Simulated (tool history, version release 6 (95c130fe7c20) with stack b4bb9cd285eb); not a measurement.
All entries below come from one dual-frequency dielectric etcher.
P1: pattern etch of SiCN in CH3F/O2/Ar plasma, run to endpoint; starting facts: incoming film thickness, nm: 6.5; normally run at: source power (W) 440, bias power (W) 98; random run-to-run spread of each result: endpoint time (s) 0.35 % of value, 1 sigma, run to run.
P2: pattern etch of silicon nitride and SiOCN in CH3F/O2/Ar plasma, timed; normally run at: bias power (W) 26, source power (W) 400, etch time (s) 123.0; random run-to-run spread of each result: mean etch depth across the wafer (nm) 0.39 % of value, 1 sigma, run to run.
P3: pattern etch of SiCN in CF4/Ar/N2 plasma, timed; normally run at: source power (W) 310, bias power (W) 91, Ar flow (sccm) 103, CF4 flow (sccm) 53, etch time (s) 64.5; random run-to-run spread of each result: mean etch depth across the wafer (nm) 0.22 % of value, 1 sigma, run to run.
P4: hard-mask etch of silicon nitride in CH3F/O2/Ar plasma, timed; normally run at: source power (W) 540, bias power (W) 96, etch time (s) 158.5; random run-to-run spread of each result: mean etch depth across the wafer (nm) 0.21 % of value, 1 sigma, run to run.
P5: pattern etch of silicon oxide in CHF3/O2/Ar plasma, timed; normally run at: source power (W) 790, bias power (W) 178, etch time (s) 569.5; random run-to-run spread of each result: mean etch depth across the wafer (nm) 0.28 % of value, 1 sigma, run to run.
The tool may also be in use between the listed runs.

run	day	process that ran	source power (W)	bias power (W)	etch time (s)	Ar flow (sccm)	CF4 flow (sccm)	endpoint time (s)	mean etch depth across the wafer (nm)
1	0.417	P1	440	98				14.754	
2	0.838	P2	400	17	123.0				14.595
3	1.338	P1	440	98				14.719	
4	1.604	P2	400	26	123.0				17.482
5	2.012	P1	440	80				15.988	
6	2.429	P1	310	127				15.149	
7	2.833	P4	540	96	208.5				179.290
8	3.212	P1	290	98				17.236	
9	3.642	P5	790	178	569.5				1247.500
10	4.012	P1	440	98				14.650	
11	4.250	P2	400	26	123.0				17.618
12	4.475	P2	400	26	183.0				26.024
13	4.946	P3	310	91	90.0	103	53		59.889
14	5.304	P2	300	26	123.0				15.908
15	5.667	P5	790	178	407.0				893.700
16	6.171	P3	310	116	64.5	103	53		47.343
17	6.671	P5	790	112	569.5				1074.900
18	7.133	P1	600	113				12.507	
19	7.400	P1	530	120				12.736	
20	7.788	P4	380	96	158.5				119.560
21	8.271	P5	1070	178	569.5				1398.900
22	8.492	P3	310	91	64.5	103	74		44.868
23	8.892	P4	540	96	158.5				136.030
24	9.171	P1	440	98				14.840	
25	9.417	P1	570	98				13.363	
26	9.704	P5	790	178	569.5				1248.100
27	10.021	P1	440	98				14.657	
28	10.258	P1	440	98				14.751	
# day 10.596: bias power generator calibrated
29	10.767	P1	440	98				14.701	
30	11.092	P1	440	119				13.706	
31	11.504	P4	540	96	158.5				135.750
32	11.992	P4	540	114	158.5				144.690
33	12.288	P3	310	91	64.5	80	53		44.637
34	12.567	P3	420	91	64.5	103	53		55.979
35	12.929	P3	310	91	64.5	103	53		42.918
36	13.379	P1	440	98				14.809	
37	13.829	P1	440	98				14.829	
38	14.125	P1	440	98				14.922	
39	14.433	P1	440	98				14.912	
40	14.775	P1	440	98				14.939	
41	15.158	P1	440	98				15.006	
42	15.542	P1	440	98				15.017	
# day 15.633: wet clean of the chamber
43	16.008	P1	440	98				14.934	
44	16.308	P1	440	98				14.999	
45	16.788	P1	440	98				14.932	
46	17.267	P1	440	98				14.916	
47	17.754	P1	440	98				14.971	

What P1 gives has crept off from where it sat before. The 2 causes that follow fit the log equally well, each at the size noted:
A: source power that arrives under what is set, % = 4.66
B: bias power that arrives under what is set, % = 4.63
At approximately day 13.379, the process output began to creep.
Each remaining cause and why it is not a fit:
chamber walls in a state that lowers the etch rate, %: serviced after onset, at day 15.633, with no recovery of the prior output

The check runs listed below each take one wafer, and their results are still question marks. Under which run would the listed causes lead to clearly different results?
check 1	18.242	P4	540	96	158.5				?
check 2	18.242	P5	790	178	569.5				?
check 3	18.242	P3	310	91	64.5	103	53		?
check 4	18.242	P2	400	26	123.0				?

Expected result of each check under each candidate cause:
check	result	if A	if B
check 1	mean etch depth across the wafer (nm)	133.700	133.840
check 2	mean etch depth across the wafer (nm)	1223.600	1227.100
check 3	mean etch depth across the wafer (nm)	41.195	42.153
check 4	mean etch depth across the wafer (nm)	17.230	17.138
Per check, the gap between the least separated pair of causes, taken in the result that splits them most: check 1 0.1 %; check 2 0.28 %; check 3 2.3 %; check 4 0.53 %
Only in check 3 would the causes give clearly different results; in the remaining checks their results would be nearly the same.

Here is what check 3 returned: mean etch depth across the wafer (nm) 42.176. Which cause is it?

Of the candidate causes, it is B: bias power that arrives under what is set, %.
